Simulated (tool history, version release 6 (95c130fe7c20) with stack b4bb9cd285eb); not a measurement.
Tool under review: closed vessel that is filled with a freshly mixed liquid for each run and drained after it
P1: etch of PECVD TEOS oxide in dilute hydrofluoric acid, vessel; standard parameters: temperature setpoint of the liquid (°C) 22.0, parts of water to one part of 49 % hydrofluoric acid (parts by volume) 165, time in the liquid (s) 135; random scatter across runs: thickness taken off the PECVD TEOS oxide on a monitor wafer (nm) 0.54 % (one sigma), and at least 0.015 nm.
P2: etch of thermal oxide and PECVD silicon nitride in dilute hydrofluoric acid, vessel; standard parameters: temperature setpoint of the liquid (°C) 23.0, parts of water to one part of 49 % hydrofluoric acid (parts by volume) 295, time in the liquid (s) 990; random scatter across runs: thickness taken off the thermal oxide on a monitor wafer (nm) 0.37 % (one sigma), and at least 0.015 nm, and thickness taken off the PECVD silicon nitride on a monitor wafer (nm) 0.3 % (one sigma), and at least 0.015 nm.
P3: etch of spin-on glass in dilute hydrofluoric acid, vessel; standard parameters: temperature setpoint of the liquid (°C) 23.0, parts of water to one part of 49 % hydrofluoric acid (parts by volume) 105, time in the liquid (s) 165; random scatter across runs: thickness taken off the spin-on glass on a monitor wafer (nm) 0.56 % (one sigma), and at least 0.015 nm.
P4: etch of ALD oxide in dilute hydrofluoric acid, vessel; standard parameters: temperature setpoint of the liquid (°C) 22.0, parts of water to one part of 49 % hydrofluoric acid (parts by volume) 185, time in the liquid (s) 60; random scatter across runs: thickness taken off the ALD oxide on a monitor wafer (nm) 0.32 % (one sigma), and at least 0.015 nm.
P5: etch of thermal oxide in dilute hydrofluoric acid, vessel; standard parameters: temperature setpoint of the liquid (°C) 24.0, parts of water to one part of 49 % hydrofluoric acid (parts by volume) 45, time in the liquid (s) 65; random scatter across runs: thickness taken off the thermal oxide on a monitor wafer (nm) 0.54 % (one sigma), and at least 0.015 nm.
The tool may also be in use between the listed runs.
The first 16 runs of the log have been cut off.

run,hour,process that ran,temperature setpoint of the liquid (°C),parts of water to one part of 49 % hydrofluoric acid (parts by volume),time in the liquid (s),hours since the thermometer was replaced,hours since the hydrofluoric acid flow meter was replaced,thickness taken off the PECVD TEOS oxide on a monitor wafer (nm),thickness taken off the spin-on glass on a monitor wafer (nm),thickness taken off the thermal oxide on a monitor wafer (nm),thickness taken off the PECVD silicon nitride on a monitor wafer (nm),thickness taken off the ALD oxide on a monitor wafer (nm)
17,88.6,P3,23.0,165,165,1295.2,24.0,,21.519,,,
18,93.2,P1,22.0,165,135,1299.8,28.6,17.0020,,,,
19,97.1,P5,17.0,45,65,1303.7,32.5,,,5.3919,,
20,103.4,P3,23.0,105,245,1310.0,38.8,,53.442,,,
21,107.1,P4,22.0,185,30,1313.7,42.5,,,,,4.6103
22,113.0,P1,22.0,285,135,1319.6,48.4,8.7570,,,,
23,120.1,P3,23.0,105,165,1326.7,55.5,,35.857,,,
24,125.6,P1,22.0,30,135,1332.2,61.0,110.9600,,,,

Run 25 has not been measured yet. What should we expect?
25,131.5,P4,22.0,185,60,1338.1,66.9,,,,,?

thickness taken off the ALD oxide on a monitor wafer (nm): 9.1482

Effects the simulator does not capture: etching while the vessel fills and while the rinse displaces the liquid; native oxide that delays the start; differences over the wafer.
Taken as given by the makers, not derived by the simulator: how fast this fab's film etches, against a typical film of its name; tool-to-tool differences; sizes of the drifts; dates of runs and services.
